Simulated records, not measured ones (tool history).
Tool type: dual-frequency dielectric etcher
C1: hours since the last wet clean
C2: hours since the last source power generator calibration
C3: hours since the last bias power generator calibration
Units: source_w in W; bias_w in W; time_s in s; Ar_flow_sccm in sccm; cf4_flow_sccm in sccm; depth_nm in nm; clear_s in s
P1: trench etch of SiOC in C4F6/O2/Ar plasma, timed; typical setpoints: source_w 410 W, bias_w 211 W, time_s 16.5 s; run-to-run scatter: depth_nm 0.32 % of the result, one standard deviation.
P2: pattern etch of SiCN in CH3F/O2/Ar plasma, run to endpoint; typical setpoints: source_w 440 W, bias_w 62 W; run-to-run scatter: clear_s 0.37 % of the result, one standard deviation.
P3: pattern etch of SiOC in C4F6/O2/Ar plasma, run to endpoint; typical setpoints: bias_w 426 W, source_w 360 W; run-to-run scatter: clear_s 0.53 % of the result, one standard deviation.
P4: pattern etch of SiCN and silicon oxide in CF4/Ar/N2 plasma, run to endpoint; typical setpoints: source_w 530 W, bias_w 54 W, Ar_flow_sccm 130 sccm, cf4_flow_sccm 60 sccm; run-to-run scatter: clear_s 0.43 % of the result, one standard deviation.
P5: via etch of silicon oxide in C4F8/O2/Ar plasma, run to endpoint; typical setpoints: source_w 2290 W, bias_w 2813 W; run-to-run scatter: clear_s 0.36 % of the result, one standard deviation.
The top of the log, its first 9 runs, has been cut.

Run 10, hour 85.4: process P4, source_w 530 W, bias_w 54 W, Ar_flow_sccm 130 sccm, cf4_flow_sccm 60 sccm; C1 309.8; C2 779; C3 2224.4. Result: clear_s 19.525 s.
Run 11, hour 91.3: process P1, source_w 290 W, bias_w 211 W, time_s 16.5 s; C1 315.7; C2 784.9; C3 2230.3. Result: depth_nm 31.356 nm.
Run 12, hour 100.7: process P1, source_w 410 W, bias_w 211 W, time_s 16.5 s; C1 325.1; C2 794.3; C3 2239.7. Result: depth_nm 35.66 nm.
Run 13, hour 106.5: process P2, source_w 610 W, bias_w 62 W; C1 330.9; C2 800.1; C3 2245.5. Result: clear_s 27.137 s.
Run 14, hour 112.1: process P4, source_w 530 W, bias_w 54 W, Ar_flow_sccm 130 sccm, cf4_flow_sccm 60 sccm; C1 336.5; C2 805.7; C3 2251.1. Result: clear_s 19.576 s.
Run 15, hour 120.4: process P5, source_w 3080 W, bias_w 2813 W; C1 344.8; C2 814; C3 2259.4. Result: clear_s 210.07 s.
Run 16, hour 126: process P1, source_w 410 W, bias_w 211 W, time_s 16.5 s; C1 350.4; C2 819.6; C3 2265. Result: depth_nm 36.011 nm.
Run 17, hour 136.9: process P4, source_w 530 W, bias_w 54 W, Ar_flow_sccm 77 sccm, cf4_flow_sccm 60 sccm; C1 361.3; C2 830.5; C3 2275.9. Result: clear_s 17.896 s.
Run 18, hour 146.9: process P4, source_w 350 W, bias_w 54 W, Ar_flow_sccm 130 sccm, cf4_flow_sccm 60 sccm; C1 371.3; C2 840.5; C3 2285.9. Result: clear_s 28.018 s.
Run 19, hour 152.3: process P1, source_w 560 W, bias_w 211 W, time_s 10.5 s; C1 376.7; C2 845.9; C3 2291.3. Result: depth_nm 25.838 nm.
Run 20, hour 160.9: process P3, source_w 500 W, bias_w 426 W; C1 385.3; C2 854.5; C3 2299.9. Result: clear_s 13.115 s.
Run 21, hour 169.7: process P1, source_w 410 W, bias_w 211 W, time_s 24 s; C1 394.1; C2 863.3; C3 2308.7. Result: depth_nm 52.248 nm.
Run 22, hour 180.2: process P2, source_w 440 W, bias_w 75 W; C1 404.6; C2 873.8; C3 2319.2. Result: clear_s 28.734 s.
Run 23, hour 190.5: process P5, source_w 2290 W, bias_w 2813 W; C1 414.9; C2 884.1; C3 2329.5. Result: clear_s 236.64 s.
Run 24, hour 196.1: process P1, source_w 410 W, bias_w 211 W, time_s 16.5 s; C1 420.5; C2 889.7; C3 2335.1. Result: depth_nm 35.902 nm.
At hour 200.3: bias power generator calibrated.
Run 25, hour 202.8: process P2, source_w 440 W, bias_w 62 W; C1 427.2; C2 896.4; C3 2.6. Result: clear_s 30.678 s.
Run 26, hour 210.3: process P5, source_w 2290 W, bias_w 3937 W; C1 434.7; C2 903.9; C3 10.1. Result: clear_s 212.7 s.
Run 27, hour 217.1: process P4, source_w 530 W, bias_w 54 W, Ar_flow_sccm 130 sccm, cf4_flow_sccm 80 sccm; C1 441.5; C2 910.7; C3 16.9. Result: clear_s 18.613 s.
Run 28, hour 225.2: process P4, source_w 530 W, bias_w 69 W, Ar_flow_sccm 130 sccm, cf4_flow_sccm 60 sccm; C1 449.6; C2 918.8; C3 25. Result: clear_s 18.03 s.
Run 29, hour 234.6: process P1, source_w 410 W, bias_w 211 W, time_s 16.5 s; C1 459; C2 928.2; C3 34.4. Result: depth_nm 36.055 nm.
Run 30, hour 244.5: process P1, source_w 410 W, bias_w 211 W, time_s 16.5 s; C1 468.9; C2 938.1; C3 44.3. Result: depth_nm 36.151 nm.
Run 31, hour 252.2: process P1, source_w 410 W, bias_w 211 W, time_s 16.5 s; C1 476.6; C2 945.8; C3 52. Result: depth_nm 36.043 nm.
Run 32, hour 259: process P1, source_w 410 W, bias_w 211 W, time_s 16.5 s; C1 483.4; C2 952.6; C3 58.8. Result: depth_nm 36.253 nm.
Run 33, hour 268.3: process P1, source_w 410 W, bias_w 211 W, time_s 16.5 s; C1 492.7; C2 961.9; C3 68.1. Result: depth_nm 36.461 nm.

The next listed run, before its measurement:
Run 34, hour 273.4: process P1, source_w 410 W, bias_w 211 W, time_s 16.5 s; C1 497.8; C2 967; C3 73.2. Result: depth_nm ?.

{"run 34": {"depth_nm": 36.572}}
